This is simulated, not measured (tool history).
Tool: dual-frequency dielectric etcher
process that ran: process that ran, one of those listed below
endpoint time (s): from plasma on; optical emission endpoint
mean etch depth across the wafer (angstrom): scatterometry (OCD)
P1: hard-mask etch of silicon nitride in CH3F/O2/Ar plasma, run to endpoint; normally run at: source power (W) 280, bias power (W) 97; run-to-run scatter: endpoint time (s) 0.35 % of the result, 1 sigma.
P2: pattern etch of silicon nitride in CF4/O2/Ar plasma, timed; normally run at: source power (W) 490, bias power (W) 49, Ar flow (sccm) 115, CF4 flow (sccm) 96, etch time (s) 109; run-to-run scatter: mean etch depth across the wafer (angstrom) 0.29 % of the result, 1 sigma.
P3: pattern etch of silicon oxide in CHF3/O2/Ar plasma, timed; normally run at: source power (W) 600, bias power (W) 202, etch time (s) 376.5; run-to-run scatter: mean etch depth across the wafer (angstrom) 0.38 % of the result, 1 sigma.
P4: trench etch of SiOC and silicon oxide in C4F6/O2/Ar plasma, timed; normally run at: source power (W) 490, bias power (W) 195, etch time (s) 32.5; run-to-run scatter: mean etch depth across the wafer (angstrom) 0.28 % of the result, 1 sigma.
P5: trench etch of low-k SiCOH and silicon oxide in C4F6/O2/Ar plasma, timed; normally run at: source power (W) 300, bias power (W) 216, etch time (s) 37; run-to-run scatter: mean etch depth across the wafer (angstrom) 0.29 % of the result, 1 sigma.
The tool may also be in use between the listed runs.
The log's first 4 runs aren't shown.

run	day	process that ran	source power (W)	bias power (W)	etch time (s)	Ar flow (sccm)	CF4 flow (sccm)	hours since the last wet clean	hours since the last source power generator calibration	hours since the last bias power generator calibration	endpoint time (s)	mean etch depth across the wafer (angstrom)
5	2.071	P4	490	195	18			325	2982.8	2033.5		397.94
6	2.438	P2	490	49	109	115	131	333.8	2991.6	2042.3		2039.8
7	2.829	P3	820	202	376.5			343.2	3001	2051.7		8821.1
8	3.212	P5	300	216	37			352.4	3010.2	2060.9		1172.9
9	3.504	P4	490	195	32.5			359.4	3017.2	2067.9		714.68
10	3.892	P1	280	97				368.7	3026.5	2077.2	48.604	
11	4.246	P1	280	120				377.2	3035	2085.7	44.657	
12	4.783	P2	490	49	76.5	115	96	390.1	3047.9	2098.6		1380.1
13	5.042	P3	600	159	376.5			396.3	3054.1	2104.8		7297.8
14	5.421	P1	280	97				405.4	3063.2	2113.9	48.186	
15	5.725	P4	490	195	32.5			412.7	3070.5	2121.2		713.48
16	6.004	P1	360	97				419.4	3077.2	2127.9	44.13	
17	6.35	P5	300	216	53			427.7	3085.5	2136.2		1671.6
18	6.85	P4	490	140	32.5			439.7	3097.5	2148.2		647.44
19	7.408	P4	600	195	32.5			453.1	3110.9	2161.6		772.73
20	7.9	P1	230	123				464.9	3122.7	2173.4	47.663	
21	8.188	P1	280	69				471.8	3129.6	2180.3	54.679	
22	8.621	P2	490	49	109	115	96	482.2	3140	2190.7		1956.6
23	8.946	P1	280	97				490	3147.8	2198.5	48.47	
24	9.208	P2	490	49	109	115	96	496.3	3154.1	2204.8		1964.6
25	9.754	P3	600	202	376.5			509.4	3167.2	2217.9		7869.6

The next listed run, before its measurement:
26	10.15	P1	280	97				518.9	3176.7	2227.4	?	

endpoint time (s): 48.467
